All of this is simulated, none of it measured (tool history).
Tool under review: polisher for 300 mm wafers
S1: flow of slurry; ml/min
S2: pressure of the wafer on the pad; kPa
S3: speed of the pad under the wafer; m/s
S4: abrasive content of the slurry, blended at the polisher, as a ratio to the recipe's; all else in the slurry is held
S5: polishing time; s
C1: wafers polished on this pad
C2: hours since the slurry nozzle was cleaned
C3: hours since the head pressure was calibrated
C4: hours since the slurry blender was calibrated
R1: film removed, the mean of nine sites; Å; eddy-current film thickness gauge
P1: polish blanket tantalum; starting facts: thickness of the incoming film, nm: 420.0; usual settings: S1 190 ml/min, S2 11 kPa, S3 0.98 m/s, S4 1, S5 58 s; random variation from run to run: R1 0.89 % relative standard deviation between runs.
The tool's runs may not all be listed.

| run | hour | S1 | S2 | S3 | S4 | S5 | C1 | C2 | C3 | C4 | R1 |
|---|---|---|---|---|---|---|---|---|---|---|---|
| 1 | 9.4 | 190 | 11 | 0.98 | 1 | 58 | 510 | 259.4 | 316.7 | 268.6 | 694.74 |
| 2 | 16.4 | 190 | 11 | 0.98 | 1 | 58 | 564 | 266.4 | 323.7 | 275.6 | 690.69 |
| 3 | 26.3 | 190 | 15.2 | 0.98 | 1 | 58 | 641 | 276.3 | 333.6 | 285.5 | 951.45 |
| 4 | 36 | 190 | 11 | 0.98 | 1 | 26 | 716 | 286 | 343.3 | 295.2 | 309.64 |
| 5 | 44.7 | 190 | 11 | 1.38 | 1 | 58 | 784 | 294.7 | 352 | 303.9 | 963.54 |
| 6 | 50.5 | 190 | 11 | 0.98 | 1 | 86 | 829 | 300.5 | 357.8 | 309.7 | 1029.9 |
| 7 | 60.6 | 190 | 11 | 0.98 | 1 | 58 | 907 | 310.6 | 367.9 | 319.8 | 684.67 |
| 8 | 67.1 | 190 | 6.2 | 0.62 | 1 | 58 | 958 | 317.1 | 374.4 | 326.3 | 243.25 |
| 9 | 77.2 | 190 | 11 | 0.52 | 1 | 58 | 1036 | 327.2 | 384.5 | 336.4 | 370.29 |
| 10 | 86.9 | 115 | 11 | 0.98 | 1 | 58 | 1111 | 336.9 | 394.2 | 346.1 | 627.33 |
| 11 | 94.1 | 265 | 11 | 0.98 | 1 | 58 | 1167 | 344.1 | 401.4 | 353.3 | 720.82 |
| 12 | 98.8 | 190 | 5.5 | 0.98 | 0.55 | 58 | 1204 | 348.8 | 406.1 | 358 | 281 |
| 13 | 108.2 | 190 | 11 | 0.98 | 0.55 | 58 | 1277 | 358.2 | 415.5 | 367.4 | 563.36 |
| 14 | 113 | 190 | 11 | 0.98 | 1.25 | 58 | 1314 | 363 | 420.3 | 372.2 | 736.97 |
| 15 | 118.9 | 190 | 11 | 0.98 | 1 | 58 | 1360 | 368.9 | 426.2 | 378.1 | 684.85 |
| 16 | 124.4 | 190 | 6.9 | 0.98 | 1 | 77 | 1402 | 374.4 | 431.7 | 383.6 | 567.61 |
| 17 | 134.7 | 190 | 4.8 | 0.98 | 1 | 58 | 1482 | 384.7 | 442 | 393.9 | 303.13 |
| 18 | 140.4 | 190 | 11 | 0.98 | 1 | 58 | 1526 | 390.4 | 447.7 | 399.6 | 688.48 |
| 19 | 151 | 190 | 11 | 0.98 | 1 | 58 | 1609 | 401 | 458.3 | 410.2 | 670.16 |
| 20 | 156.6 | 190 | 11 | 0.98 | 1 | 58 | 1652 | 406.6 | 463.9 | 415.8 | 662.01 |
| 21 | 161.8 | 190 | 11 | 0.98 | 1 | 58 | 1693 | 411.8 | 469.1 | 421 | 659.85 |
| 22 | 168 | 190 | 11 | 0.98 | 1 | 58 | 1741 | 418 | 475.3 | 427.2 | 653.91 |
| 23 | 177.8 | 190 | 11 | 0.98 | 1 | 58 | 1817 | 427.8 | 485.1 | 437 | 652.5 |
| 24 | 183.3 | 190 | 11 | 0.98 | 1 | 58 | 1859 | 433.3 | 490.6 | 442.5 | 648.37 |
|  | 188.6 | worn pad replaced by a new one |
| 25 | 189.4 | 190 | 11 | 0.98 | 1 | 58 | 6 | 439.4 | 496.7 | 448.6 | 656.89 |
| 26 | 194 | 190 | 11 | 0.98 | 1 | 58 | 42 | 444 | 501.3 | 453.2 | 657.02 |
|  | 200.5 | head pressure recalibrated |
| 27 | 203.9 | 190 | 11 | 0.98 | 1 | 58 | 119 | 453.9 | 3.4 | 463.1 | 649.29 |

Run 28 is up next; what results do you expect?
| 28 | 211.8 | 190 | 11 | 0.98 | 1 | 58 | 180 | 461.8 | 11.3 | 471 | ? |

R1: 640.63 Å
